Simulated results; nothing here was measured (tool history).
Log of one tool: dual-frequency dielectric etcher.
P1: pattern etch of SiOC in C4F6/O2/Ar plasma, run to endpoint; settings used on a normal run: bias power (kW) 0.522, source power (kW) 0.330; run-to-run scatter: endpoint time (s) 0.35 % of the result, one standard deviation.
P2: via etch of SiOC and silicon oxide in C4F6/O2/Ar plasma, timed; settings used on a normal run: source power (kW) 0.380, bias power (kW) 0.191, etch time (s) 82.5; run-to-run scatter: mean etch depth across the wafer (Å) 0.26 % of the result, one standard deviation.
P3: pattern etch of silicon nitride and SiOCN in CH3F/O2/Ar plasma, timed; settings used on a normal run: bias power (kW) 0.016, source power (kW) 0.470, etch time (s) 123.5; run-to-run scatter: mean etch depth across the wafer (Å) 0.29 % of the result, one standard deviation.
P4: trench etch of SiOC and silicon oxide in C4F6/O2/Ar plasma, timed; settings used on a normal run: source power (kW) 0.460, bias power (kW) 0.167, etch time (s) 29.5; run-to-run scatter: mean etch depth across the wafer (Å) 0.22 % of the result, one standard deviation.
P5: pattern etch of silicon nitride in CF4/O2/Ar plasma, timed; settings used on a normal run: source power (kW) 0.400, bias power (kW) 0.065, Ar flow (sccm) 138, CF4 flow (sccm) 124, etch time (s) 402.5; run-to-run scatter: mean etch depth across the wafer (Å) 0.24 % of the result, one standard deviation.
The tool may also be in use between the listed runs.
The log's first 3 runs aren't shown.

run	hour	process that ran	bias power (kW)	source power (kW)	etch time (s)	Ar flow (sccm)	CF4 flow (sccm)	endpoint time (s)	mean etch depth across the wafer (Å)
4	28.3	P5	0.065	0.400	402.5	138	159		6974.90
5	36.2	P1	0.522	0.330				10.8420	
6	42.7	P3	0.016	0.590	123.5				159.67
7	53.1	P2	0.191	0.540	82.5				1069.70
# hour 62.4: bias power generator calibrated
8	63.1	P5	0.065	0.490	402.5	138	124		8087.30
9	69.7	P1	0.358	0.200				14.9870	
10	76.6	P1	0.309	0.330				13.2100	
11	84.2	P4	0.167	0.460	29.5				603.24
12	93.7	P5	0.065	0.400	221.5	138	124		3740.00
13	103.0	P1	0.522	0.330				10.9360	
14	110.7	P5	0.065	0.400	402.5	138	124		6803.40
15	119.7	P5	0.047	0.400	402.5	138	124		5989.70
16	129.4	P1	0.643	0.330				10.0310	
17	135.4	P3	0.016	0.470	123.5				147.37
18	143.5	P1	0.522	0.430				9.8076	
19	149.0	P1	0.522	0.330				10.8480	
20	158.3	P3	0.016	0.470	166.5				199.07
21	166.9	P2	0.191	0.380	110.5				1255.20
22	172.4	P3	0.016	0.470	123.5				147.29
23	178.6	P4	0.232	0.460	29.5				670.41
24	185.8	P1	0.522	0.270				11.7090	
25	192.9	P1	0.522	0.330				10.8250	

What does the tool deliver on the next run?
26	198.5	P5	0.065	0.400	402.5	138	124		?

{"run 26": {"mean etch depth across the wafer (Å)": 6802.0}}
